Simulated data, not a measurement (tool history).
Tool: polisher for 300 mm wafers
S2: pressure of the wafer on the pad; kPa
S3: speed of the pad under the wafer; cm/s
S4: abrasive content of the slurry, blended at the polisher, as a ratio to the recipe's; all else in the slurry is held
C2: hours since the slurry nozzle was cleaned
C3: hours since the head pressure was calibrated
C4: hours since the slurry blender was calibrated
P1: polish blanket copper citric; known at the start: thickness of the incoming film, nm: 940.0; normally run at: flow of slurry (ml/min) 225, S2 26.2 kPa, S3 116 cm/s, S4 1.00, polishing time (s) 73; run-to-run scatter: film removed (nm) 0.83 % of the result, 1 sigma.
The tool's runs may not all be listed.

run 1 hour=7.5 | flow_of_slurry_(ml/min)=225 S2=26.2 S3=116 S4=1.00 polishing_time_(s)=73 | wafers_polished_on_this_pad=515 C2=123.2 C3=745.6 C4=64.4 | film_removed_(nm)=262.21
run 2 hour=13.4 | flow_of_slurry_(ml/min)=225 S2=26.2 S3=116 S4=1.00 polishing_time_(s)=73 | wafers_polished_on_this_pad=560 C2=129.1 C3=751.5 C4=70.3 | film_removed_(nm)=260.43
run 3 hour=19.1 | flow_of_slurry_(ml/min)=225 S2=26.2 S3=116 S4=1.20 polishing_time_(s)=73 | wafers_polished_on_this_pad=604 C2=134.8 C3=757.2 C4=76.0 | film_removed_(nm)=270.33
run 4 hour=25.1 | flow_of_slurry_(ml/min)=355 S2=26.2 S3=116 S4=1.00 polishing_time_(s)=73 | wafers_polished_on_this_pad=650 C2=140.8 C3=763.2 C4=82.0 | film_removed_(nm)=270.09
run 5 hour=35.6 | flow_of_slurry_(ml/min)=225 S2=26.2 S3=116 S4=1.00 polishing_time_(s)=38 | wafers_polished_on_this_pad=730 C2=151.3 C3=773.7 C4=92.5 | film_removed_(nm)=136.27
run 6 hour=43.0 | flow_of_slurry_(ml/min)=225 S2=33.8 S3=116 S4=0.65 polishing_time_(s)=73 | wafers_polished_on_this_pad=787 C2=158.7 C3=781.1 C4=99.9 | film_removed_(nm)=307.61
run 7 hour=48.6 | flow_of_slurry_(ml/min)=225 S2=26.2 S3=116 S4=1.00 polishing_time_(s)=73 | wafers_polished_on_this_pad=829 C2=164.3 C3=786.7 C4=105.5 | film_removed_(nm)=261.96
run 8 hour=56.0 | flow_of_slurry_(ml/min)=225 S2=35.2 S3=116 S4=1.00 polishing_time_(s)=73 | wafers_polished_on_this_pad=886 C2=171.7 C3=794.1 C4=112.9 | film_removed_(nm)=344.76
run 9 hour=64.9 | flow_of_slurry_(ml/min)=225 S2=26.2 S3=116 S4=1.00 polishing_time_(s)=73 | wafers_polished_on_this_pad=954 C2=180.6 C3=803.0 C4=121.8 | film_removed_(nm)=260.99
run 10 hour=71.6 | flow_of_slurry_(ml/min)=225 S2=26.2 S3=88 S4=1.00 polishing_time_(s)=51 | wafers_polished_on_this_pad=1005 C2=187.3 C3=809.7 C4=128.5 | film_removed_(nm)=137.08
-- hour=79.4 worn pad replaced by a new one
run 11 hour=81.2 | flow_of_slurry_(ml/min)=225 S2=26.2 S3=116 S4=1.00 polishing_time_(s)=105 | wafers_polished_on_this_pad=14 C2=196.9 C3=819.3 C4=138.1 | film_removed_(nm)=373.60
run 12 hour=90.2 | flow_of_slurry_(ml/min)=225 S2=26.2 S3=116 S4=1.00 polishing_time_(s)=73 | wafers_polished_on_this_pad=82 C2=205.9 C3=828.3 C4=147.1 | film_removed_(nm)=260.16
run 13 hour=96.3 | flow_of_slurry_(ml/min)=325 S2=36.5 S3=116 S4=1.00 polishing_time_(s)=73 | wafers_polished_on_this_pad=129 C2=212.0 C3=834.4 C4=153.2 | film_removed_(nm)=374.62
run 14 hour=104.4 | flow_of_slurry_(ml/min)=225 S2=26.2 S3=116 S4=1.00 polishing_time_(s)=73 | wafers_polished_on_this_pad=191 C2=220.1 C3=842.5 C4=161.3 | film_removed_(nm)=258.67
run 15 hour=113.4 | flow_of_slurry_(ml/min)=225 S2=26.2 S3=116 S4=0.65 polishing_time_(s)=73 | wafers_polished_on_this_pad=260 C2=229.1 C3=851.5 C4=170.3 | film_removed_(nm)=239.34
run 16 hour=123.5 | flow_of_slurry_(ml/min)=135 S2=26.2 S3=116 S4=1.00 polishing_time_(s)=73 | wafers_polished_on_this_pad=337 C2=239.2 C3=861.6 C4=180.4 | film_removed_(nm)=239.08
run 17 hour=131.1 | flow_of_slurry_(ml/min)=225 S2=15.2 S3=116 S4=1.00 polishing_time_(s)=73 | wafers_polished_on_this_pad=395 C2=246.8 C3=869.2 C4=188.0 | film_removed_(nm)=151.95
run 18 hour=141.3 | flow_of_slurry_(ml/min)=225 S2=26.2 S3=54 S4=1.00 polishing_time_(s)=73 | wafers_polished_on_this_pad=473 C2=257.0 C3=879.4 C4=198.2 | film_removed_(nm)=122.45
run 19 hour=147.1 | flow_of_slurry_(ml/min)=225 S2=26.2 S3=160 S4=1.00 polishing_time_(s)=73 | wafers_polished_on_this_pad=517 C2=262.8 C3=885.2 C4=204.0 | film_removed_(nm)=359.16
run 20 hour=156.7 | flow_of_slurry_(ml/min)=225 S2=26.2 S3=116 S4=1.00 polishing_time_(s)=73 | wafers_polished_on_this_pad=591 C2=272.4 C3=894.8 C4=213.6 | film_removed_(nm)=258.41
run 21 hour=165.8 | flow_of_slurry_(ml/min)=225 S2=26.2 S3=116 S4=1.00 polishing_time_(s)=73 | wafers_polished_on_this_pad=660 C2=281.5 C3=903.9 C4=222.7 | film_removed_(nm)=253.87
run 22 hour=171.1 | flow_of_slurry_(ml/min)=225 S2=26.2 S3=116 S4=1.00 polishing_time_(s)=73 | wafers_polished_on_this_pad=701 C2=286.8 C3=909.2 C4=228.0 | film_removed_(nm)=250.90
run 23 hour=181.8 | flow_of_slurry_(ml/min)=225 S2=26.2 S3=116 S4=1.00 polishing_time_(s)=73 | wafers_polished_on_this_pad=783 C2=297.5 C3=919.9 C4=238.7 | film_removed_(nm)=245.52
-- hour=190.3 head pressure recalibrated
run 24 hour=191.4 | flow_of_slurry_(ml/min)=225 S2=26.2 S3=116 S4=1.00 polishing_time_(s)=73 | wafers_polished_on_this_pad=856 C2=307.1 C3=1.1 C4=248.3 | film_removed_(nm)=247.05
run 25 hour=197.0 | flow_of_slurry_(ml/min)=225 S2=26.2 S3=116 S4=1.00 polishing_time_(s)=73 | wafers_polished_on_this_pad=899 C2=312.7 C3=6.7 C4=253.9 | film_removed_(nm)=244.62
run 26 hour=202.9 | flow_of_slurry_(ml/min)=225 S2=26.2 S3=116 S4=1.00 polishing_time_(s)=73 | wafers_polished_on_this_pad=944 C2=318.6 C3=12.6 C4=259.8 | film_removed_(nm)=242.76
-- hour=203.9 worn pad replaced by a new one
run 27 hour=210.5 | flow_of_slurry_(ml/min)=225 S2=26.2 S3=116 S4=1.00 polishing_time_(s)=73 | wafers_polished_on_this_pad=51 C2=326.2 C3=20.2 C4=267.4 | film_removed_(nm)=246.66
run 28 hour=217.2 | flow_of_slurry_(ml/min)=225 S2=26.2 S3=116 S4=1.00 polishing_time_(s)=73 | wafers_polished_on_this_pad=102 C2=332.9 C3=26.9 C4=274.1 | film_removed_(nm)=243.70
run 29 hour=224.4 | flow_of_slurry_(ml/min)=225 S2=26.2 S3=116 S4=1.00 polishing_time_(s)=73 | wafers_polished_on_this_pad=157 C2=340.1 C3=34.1 C4=281.3 | film_removed_(nm)=243.55

What P1 gives has crept away from where it was. These 2 causes fit the log equally well, each at the size given:
A: abrasive missing from the slurry, % = 28.4
B: slurry flow missing at the pad, % = 37.6
The creep began at about hour 156.7.
Why every other cause is out:
removal rate lost through wear of the pad, %: serviced at hour 203.9, which brought nothing back
head's pressure below its setpoint, %: serviced at hour 190.3, which brought nothing back

4 check runs are offered, each on 3 wafers whose results are averaged, their results left as question marks. Which one tells the causes apart?
run check 1 hour=231.6 | flow_of_slurry_(ml/min)=225 S2=26.2 S3=142 S4=1.00 polishing_time_(s)=73 | film_removed_(nm)=?
run check 2 hour=231.6 | flow_of_slurry_(ml/min)=225 S2=26.2 S3=116 S4=1.20 polishing_time_(s)=73 | film_removed_(nm)=?
run check 3 hour=231.6 | flow_of_slurry_(ml/min)=140 S2=26.2 S3=116 S4=1.00 polishing_time_(s)=73 | film_removed_(nm)=?
run check 4 hour=231.6 | flow_of_slurry_(ml/min)=225 S2=26.2 S3=116 S4=0.85 polishing_time_(s)=73 | film_removed_(nm)=?

What each check would give under each cause:
check=check_1 result=film_removed_(nm) if_A=295.83 if_B=295.80
check=check_2 result=film_removed_(nm) if_A=251.77 if_B=252.13
check=check_3 result=film_removed_(nm) if_A=225.83 if_B=217.36
check=check_4 result=film_removed_(nm) if_A=234.51 if_B=234.15
How far apart the two closest causes lie, in the result that separates them most: check 1 0.01 %; check 2 0.14 %; check 3 3.82 %; check 4 0.15 %
Only check 3 tells the causes apart: in the others they would give nearly the same result.

Check 3 was then run and gave: film removed (nm) 223.98. Which cause is it?

It is A: abrasive missing from the slurry, %.
